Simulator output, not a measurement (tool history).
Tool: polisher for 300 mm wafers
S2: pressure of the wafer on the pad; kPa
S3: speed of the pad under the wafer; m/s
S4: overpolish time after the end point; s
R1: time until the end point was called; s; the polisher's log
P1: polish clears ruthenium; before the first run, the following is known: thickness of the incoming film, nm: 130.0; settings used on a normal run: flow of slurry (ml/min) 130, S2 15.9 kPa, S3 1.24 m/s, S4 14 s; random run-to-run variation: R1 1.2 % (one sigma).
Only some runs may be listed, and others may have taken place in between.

Run 1, hour 2.3: flow of slurry (ml/min) 130, S2 15.9 kPa, S3 1.24 m/s, S4 14 s. Result: R1 101.27 s.
Run 2, hour 6.4: flow of slurry (ml/min) 80, S2 15.9 kPa, S3 1.24 m/s, S4 23 s. Result: R1 113.14 s.
Run 3, hour 10.6: flow of slurry (ml/min) 130, S2 15.9 kPa, S3 1.94 m/s, S4 14 s. Result: R1 64.816 s.
Run 4, hour 12.9: flow of slurry (ml/min) 130, S2 7.6 kPa, S3 1.24 m/s, S4 14 s. Result: R1 208.21 s.
Run 5, hour 15.5: flow of slurry (ml/min) 130, S2 15.9 kPa, S3 1.24 m/s, S4 26 s. Result: R1 101.93 s.
Run 6, hour 19.2: flow of slurry (ml/min) 130, S2 15.9 kPa, S3 1.24 m/s, S4 14 s. Result: R1 101.93 s.
Run 7, hour 22.2: flow of slurry (ml/min) 130, S2 9 kPa, S3 1.24 m/s, S4 4 s. Result: R1 176.97 s.
Run 8, hour 26.2: flow of slurry (ml/min) 130, S2 15.9 kPa, S3 1.24 m/s, S4 14 s. Result: R1 101.65 s.
Run 9, hour 30.5: flow of slurry (ml/min) 130, S2 15.9 kPa, S3 1.24 m/s, S4 14 s. Result: R1 99.715 s.
Run 10, hour 32.4: flow of slurry (ml/min) 80, S2 15.9 kPa, S3 1.24 m/s, S4 14 s. Result: R1 115.57 s.
Run 11, hour 35.4: flow of slurry (ml/min) 130, S2 24.8 kPa, S3 1.24 m/s, S4 14 s. Result: R1 64.426 s.
Run 12, hour 37.3: flow of slurry (ml/min) 130, S2 15.9 kPa, S3 1.24 m/s, S4 14 s. Result: R1 100.28 s.
Run 13, hour 39.3: flow of slurry (ml/min) 180, S2 15.9 kPa, S3 1.24 m/s, S4 14 s. Result: R1 95.049 s.
Run 14, hour 41.8: flow of slurry (ml/min) 130, S2 15.9 kPa, S3 1.24 m/s, S4 4 s. Result: R1 98.987 s.
Run 15, hour 44.4: flow of slurry (ml/min) 130, S2 15.9 kPa, S3 1.24 m/s, S4 14 s. Result: R1 100.37 s.
Run 16, hour 47.9: flow of slurry (ml/min) 130, S2 15.9 kPa, S3 0.56 m/s, S4 14 s. Result: R1 221.22 s.
Run 17, hour 51.5: flow of slurry (ml/min) 130, S2 15.9 kPa, S3 1.24 m/s, S4 14 s. Result: R1 99.745 s.
Run 18, hour 55.7: flow of slurry (ml/min) 130, S2 15.9 kPa, S3 1.24 m/s, S4 14 s. Result: R1 108.34 s.
Run 19, hour 57.9: flow of slurry (ml/min) 130, S2 15.9 kPa, S3 1.24 m/s, S4 14 s. Result: R1 109.25 s.
At hour 58.4: head pressure recalibrated.
Run 20, hour 61: flow of slurry (ml/min) 130, S2 15.9 kPa, S3 1.24 m/s, S4 14 s. Result: R1 112.71 s.

For run 21, what comes out?
Run 21, hour 64.2: flow of slurry (ml/min) 130, S2 15.9 kPa, S3 1.24 m/s, S4 14 s. Result: R1 ?.

R1: 112.07 s
